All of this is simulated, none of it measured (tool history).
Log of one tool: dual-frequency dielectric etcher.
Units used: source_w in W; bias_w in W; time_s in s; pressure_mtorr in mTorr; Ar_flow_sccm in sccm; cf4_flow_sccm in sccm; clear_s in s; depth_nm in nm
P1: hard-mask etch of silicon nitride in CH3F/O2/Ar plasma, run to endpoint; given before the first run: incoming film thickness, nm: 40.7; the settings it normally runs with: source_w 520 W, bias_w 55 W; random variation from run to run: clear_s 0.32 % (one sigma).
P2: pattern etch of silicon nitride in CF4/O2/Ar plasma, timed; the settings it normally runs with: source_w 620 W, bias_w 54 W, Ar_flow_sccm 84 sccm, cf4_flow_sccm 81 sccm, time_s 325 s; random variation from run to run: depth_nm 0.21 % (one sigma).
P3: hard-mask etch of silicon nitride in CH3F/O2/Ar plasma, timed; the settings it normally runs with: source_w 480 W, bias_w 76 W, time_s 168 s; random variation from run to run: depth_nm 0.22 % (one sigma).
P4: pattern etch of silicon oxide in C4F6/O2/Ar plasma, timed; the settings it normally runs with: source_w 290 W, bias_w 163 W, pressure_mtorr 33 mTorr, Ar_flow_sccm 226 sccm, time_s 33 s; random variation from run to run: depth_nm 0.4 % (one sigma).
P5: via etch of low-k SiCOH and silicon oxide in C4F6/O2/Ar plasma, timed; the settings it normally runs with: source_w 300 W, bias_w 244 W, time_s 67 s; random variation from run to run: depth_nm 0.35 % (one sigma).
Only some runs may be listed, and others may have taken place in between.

run   hour  process  source_w  bias_w  time_s  pressure_mtorr  Ar_flow_sccm  cf4_flow_sccm  hours since the last wet clean  hours since the last source power generator calibration  hours since the last bias power generator calibration  clear_s  depth_nm
  1    7.3       P1       520      55                                                                                235.1                                                     1307                                                  900.9    56.22
  2   12.9       P1       700      73                                                                                240.7                                                   1312.6                                                  906.5   45.286
  3   19.8       P5       420     244      67                                                                        247.6                                                   1319.5                                                  913.4             193.57
  4   26.8       P1       520      55                                                                                254.6                                                   1326.5                                                  920.4   56.225
  5   36.2       P4       290     217      33              33           226                                            264                                                   1335.9                                                  929.8             100.11
  6   44.7       P1       640      55                                                                                272.5                                                   1344.4                                                  938.3   51.729
  7   55.4       P4       290     163      33              44           226                                          283.2                                                   1355.1                                                    949             88.179
  8   64.9       P5       300     244      67                                                                        292.7                                                   1364.6                                                  958.5             170.75
  9   70.5       P4       290     163      33              33           226                                          298.3                                                   1370.2                                                  964.1              90.83
 10   82.3       P1       520      55                                                                                310.1                                                     1382                                                  975.9   55.682
 11   91.8       P2       620      54     325                            84            111                           319.6                                                   1391.5                                                  985.4              775.5
 12   99.9       P1       330      55                                                                                327.7                                                   1399.6                                                  993.5   66.789
     100.7  -- bias power generator calibrated
 13  105.6       P3       480      76     168                                                                        333.4                                                   1405.3                                                      5             124.51
 14  112.4       P5       300     244    41.5                                                                        340.2                                                   1412.1                                                   11.8             105.53
 15  120.1       P3       680      76     168                                                                        347.9                                                   1419.8                                                   19.5             142.03
 16  131.7       P2       620      54     325                            49             81                           359.5                                                   1431.4                                                   31.1             792.93
 17  140.9       P3       480      76    92.5                                                                        368.7                                                   1440.6                                                   40.3             68.547
 18  149.3       P3       480      94     168                                                                        377.1                                                     1449                                                   48.7             134.41
 19  157.5       P2       620      54     325                            84             81                           385.3                                                   1457.2                                                   56.9             747.76
 20  167.6       P4       290     163      24              33           226                                          395.4                                                   1467.3                                                     67             66.267
 21  179.3       P4       290     163      33              33           226                                          407.1                                                     1479                                                   78.7             90.835
 22  189.9       P4       230     163      33              33           226                                          417.7                                                   1489.6                                                   89.3             83.233
 23  197.1       P1       520      55                                                                                424.9                                                   1496.8                                                   96.5   56.264
 24  202.7       P2       350      54     325                            84             81                           430.5                                                   1502.4                                                  102.1             454.34
 25  209.9       P5       300     346      67                                                                        437.7                                                   1509.6                                                  109.3             193.58
 26  216.5       P2       620      54     204                            84             81                           444.3                                                   1516.2                                                  115.9             468.02
 27  222.5       P2       620      54     325                            84             81                           450.3                                                   1522.2                                                  121.9             746.32
 28  232.1       P2       620      31     325                            84             81                           459.9                                                   1531.8                                                  131.5             614.68
 29  240.6       P4       290     163      33              33           172                                          468.4                                                   1540.3                                                    140             93.488
 30    250       P1       520      67                                                                                477.8                                                   1549.7                                                  149.4   52.229
 31  260.6       P1       520      55                                                                                488.4                                                   1560.3                                                    160   55.975
 32  267.3       P1       420      35                                                                                495.1                                                     1567                                                  166.7   69.696
 33  272.7       P1       520      37                                                                                500.5                                                   1572.4                                                  172.1   62.867
 34  283.2       P1       520      55                                                                                  511                                                   1582.9                                                  182.6   56.239
 35    293       P1       520      55                                                                                520.8                                                   1592.7                                                  192.4   56.388
 36  299.1       P1       520      55                                                                                526.9                                                   1598.8                                                  198.5   56.502
 37  310.9       P1       520      55                                                                                538.7                                                   1610.6                                                  210.3   56.851
     322.6  -- wet clean of the chamber
 38  322.6       P1       520      55                                                                                    0                                                   1622.3                                                    222   56.722
 39  333.7       P1       520      55                                                                                 11.1                                                   1633.4                                                  233.1   56.833
 40  339.7       P1       520      55                                                                                 17.1                                                   1639.4                                                  239.1    56.71
 41  347.3       P1       520      55                                                                                 24.7                                                     1647                                                  246.7   56.562
 42  357.4       P1       520      55                                                                                 34.8                                                   1657.1                                                  256.8   57.051
 43  363.1       P1       520      55                                                                                 40.5                                                   1662.8                                                  262.5   56.801
 44  371.5       P1       520      55                                                                                 48.9                                                   1671.2                                                  270.9   56.859
 45  378.4       P1       520      55                                                                                 55.8                                                   1678.1                                                  277.8    56.96

The output of P1 has drifted from where it used to be. Each of the 2 causes below, taken at the size shown beside it, accounts for the log equally well:
A: bias power that arrives under what is set, % = 4.99
B: source power that arrives under what is set, % = 4.01
At approximately hour 283.2, the process output began to creep.
Each remaining cause and why it is not a fit:
chamber walls in a state that lowers the etch rate, %: serviced at hour 322.6, after the change had begun; the process did not return to its earlier output

Consider the 4 single-wafer check runs listed below, results given as question marks: which one distinguishes between the causes by giving clearly different results for each?
check 1  385.3       P3       560      76   102.5                                                                                                                                                                                                               ?
check 2  385.3       P4       240     163      33              33           226                                                                                                                                                                                 ?
check 3  385.3       P2       620      32     325                            51             81                                                                                                                                                                  ?
check 4  385.3       P5       410     339      67                                                                                                                                                                                                               ?

Expected result of each check under each candidate cause:
  check    result    if A    if B
check 1  depth_nm  79.334  79.464
check 2  depth_nm  83.037  83.078
check 3  depth_nm   654.5  641.03
check 4  depth_nm  210.86  211.44
How far apart the two closest causes lie, in the result that separates them most: check 1 0.16 %; check 2 0.05 %; check 3 2.08 %; check 4 0.27 %
Check 3 is the one run that separates the causes; every other check would come out nearly the same whichever cause is at work.

With check 3 done, the readings were: depth_nm 640.57 nm. Identify which of the listed causes applies.

It is B: source power that arrives under what is set, %.
